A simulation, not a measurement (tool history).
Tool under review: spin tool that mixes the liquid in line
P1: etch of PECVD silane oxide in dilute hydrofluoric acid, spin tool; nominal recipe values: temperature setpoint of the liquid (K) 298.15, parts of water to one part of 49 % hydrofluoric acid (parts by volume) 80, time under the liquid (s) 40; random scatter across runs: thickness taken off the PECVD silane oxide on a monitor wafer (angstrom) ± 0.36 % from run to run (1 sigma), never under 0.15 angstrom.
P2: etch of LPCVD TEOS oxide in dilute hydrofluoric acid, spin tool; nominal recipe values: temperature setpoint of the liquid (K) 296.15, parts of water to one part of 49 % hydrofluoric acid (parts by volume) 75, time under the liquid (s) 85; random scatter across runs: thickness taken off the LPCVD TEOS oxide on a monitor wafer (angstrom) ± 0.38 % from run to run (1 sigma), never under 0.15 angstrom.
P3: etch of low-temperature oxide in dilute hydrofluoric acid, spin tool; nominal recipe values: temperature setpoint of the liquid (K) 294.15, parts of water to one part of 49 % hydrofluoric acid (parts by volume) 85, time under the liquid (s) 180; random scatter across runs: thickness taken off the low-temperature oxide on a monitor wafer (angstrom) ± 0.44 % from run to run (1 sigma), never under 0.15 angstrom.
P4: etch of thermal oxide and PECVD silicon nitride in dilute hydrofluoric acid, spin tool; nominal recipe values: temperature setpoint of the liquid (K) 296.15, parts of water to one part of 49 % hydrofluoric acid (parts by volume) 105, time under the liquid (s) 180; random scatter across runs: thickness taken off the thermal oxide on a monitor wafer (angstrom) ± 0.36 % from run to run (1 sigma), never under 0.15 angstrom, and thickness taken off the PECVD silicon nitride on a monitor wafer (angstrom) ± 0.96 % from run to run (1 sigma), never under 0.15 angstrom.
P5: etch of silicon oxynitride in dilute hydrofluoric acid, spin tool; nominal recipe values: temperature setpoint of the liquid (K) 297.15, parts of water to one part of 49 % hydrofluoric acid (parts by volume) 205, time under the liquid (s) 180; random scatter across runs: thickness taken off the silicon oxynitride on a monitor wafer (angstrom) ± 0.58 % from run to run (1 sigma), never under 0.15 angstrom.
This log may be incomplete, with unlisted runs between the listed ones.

run   hour  process that ran  temperature setpoint of the liquid (K)  parts of water to one part of 49 % hydrofluoric acid (parts by volume)  time under the liquid (s)  hours since the thermometer was replaced  hours since the hydrofluoric acid flow meter was replaced  thickness taken off the PECVD silane oxide on a monitor wafer (angstrom)  thickness taken off the LPCVD TEOS oxide on a monitor wafer (angstrom)  thickness taken off the silicon oxynitride on a monitor wafer (angstrom)  thickness taken off the thermal oxide on a monitor wafer (angstrom)  thickness taken off the PECVD silicon nitride on a monitor wafer (angstrom)  thickness taken off the low-temperature oxide on a monitor wafer (angstrom)
  1      3                P1                                  298.15                                                                      80                         40                                    1874.2                                                       1228                                                                    123.84
  2    5.2                P2                                  296.15                                                                      75                         30                                    1876.4                                                     1230.2                                                                                                                                            68.458
  3    8.3                P1                                  298.15                                                                     125                         40                                    1879.5                                                     1233.3                                                                    74.791
  4   12.1                P1                                  292.15                                                                     130                         40                                    1883.3                                                     1237.1                                                                     56.33
  5   14.5                P5                                  301.15                                                                     205                        180                                    1885.7                                                     1239.5                                                                                                                                                                                                                      47.501
  6   18.1                P4                                  290.65                                                                     105                        180                                    1889.3                                                     1243.1                                                                                                                                                                                                                                                                                           61.065                                                                       19.766
  7   21.7                P1                                  298.15                                                                      80                         40                                    1892.9                                                     1246.7                                                                    124.44
  8   25.2                P4                                  296.15                                                                     105                        180                                    1896.4                                                     1250.2                                                                                                                                                                                                                                                                                           76.549                                                                       28.561
  9   28.6                P1                                  298.15                                                                      25                         40                                    1899.8                                                     1253.6                                                                     430.7
 10   31.6                P1                                  298.15                                                                      80                         80                                    1902.8                                                     1256.6                                                                     249.6
 11   35.5                P2                                  296.15                                                                     135                         85                                    1906.7                                                     1260.5                                                                                                                                            100.73
 12   39.5                P4                                  296.15                                                                     105                        180                                    1910.7                                                     1264.5                                                                                                                                                                                                                                                                                           76.699                                                                       28.904
 13   43.1                P4                                  296.15                                                                     105                         15                                    1914.3                                                     1268.1                                                                                                                                                                                                                                                                                           6.3074                                                                       2.3364
 14   45.3                P1                                  298.15                                                                      80                         40                                    1916.5                                                     1270.3                                                                    125.15
 15   48.6                P1                                  298.15                                                                      80                         40                                    1919.8                                                     1273.6                                                                    124.16
 16   51.9                P3                                  294.15                                                                     135                        180                                    1923.1                                                     1276.9                                                                                                                                                                                                                                                                                                                                                                                                                                                     122.86
 17   54.2                P3                                  294.15                                                                      85                        180                                    1925.4                                                     1279.2                                                                                                                                                                                                                                                                                                                                                                                                                                                     205.83
 18   56.5                P1                                  302.15                                                                      80                         40                                    1927.7                                                     1281.5                                                                    145.76
 19   59.9                P1                                  298.15                                                                      80                         40                                    1931.1                                                     1284.9                                                                    124.14
 20     63                P4                                  296.15                                                                     170                        180                                    1934.2                                                       1288                                                                                                                                                                                                                                                                                           43.877                                                                       17.839
 21   64.9                P1                                  298.15                                                                      80                         15                                    1936.1                                                     1289.9                                                                    46.795
 22   66.8                P3                                  300.65                                                                      85                        180                                      1938                                                     1291.8                                                                                                                                                                                                                                                                                                                                                                                                                                                     267.87
 23   69.4                P5                                  297.15                                                                     205                        180                                    1940.6                                                     1294.4                                                                                                                                                                                                                      39.806
 24     72                P1                                  293.15                                                                      80                         40                                    1943.2                                                       1297                                                                    101.37
 25     76                P3                                  294.15                                                                      85                        365                                    1947.2                                                       1301                                                                                                                                                                                                                                                                                                                                                                                                                                                      418.6
      78.2  -- thermometer replaced
 26   78.9                P1                                  298.15                                                                      80                         40                                       0.8                                                     1303.9                                                                    124.26
 27   82.7                P5                                  297.15                                                                     205                        265                                       4.6                                                     1307.7                                                                                                                                                                                                                      58.823
 28   85.5                P2                                  296.15                                                                      75                         85                                       7.4                                                     1310.5                                                                                                                                            194.85
 29   89.4                P2                                  296.15                                                                      75                         85                                      11.3                                                     1314.4                                                                                                                                               194
 30   92.4                P5                                  297.15                                                                      55                        180                                      14.3                                                     1317.4                                                                                                                                                                                                                      166.89
 31   96.1                P2                                  303.15                                                                      75                         85                                        18                                                     1321.1                                                                                                                                            257.04
 32   98.6                P1                                  298.15                                                                      80                         40                                      20.5                                                     1323.6                                                                    124.32
 33    101                P1                                  298.15                                                                      80                         40                                      22.9                                                       1326                                                                    123.32
 34    103                P1                                  298.15                                                                      80                         40                                      24.9                                                       1328                                                                    126.86
 35  104.9                P1                                  298.15                                                                      80                         40                                      26.8                                                     1329.9                                                                    128.64
 36  107.3                P1                                  298.15                                                                      80                         40                                      29.2                                                     1332.3                                                                    130.01
 37    110                P1                                  298.15                                                                      80                         40                                      31.9                                                       1335                                                                    131.53

Run 38 is up next; what results do you expect?
 38  113.1                P1                                  298.15                                                                      80                         40                                        35                                                     1338.1                                                                         ?

{"run 38": {"thickness taken off the PECVD silane oxide on a monitor wafer (angstrom)": 133.76}}

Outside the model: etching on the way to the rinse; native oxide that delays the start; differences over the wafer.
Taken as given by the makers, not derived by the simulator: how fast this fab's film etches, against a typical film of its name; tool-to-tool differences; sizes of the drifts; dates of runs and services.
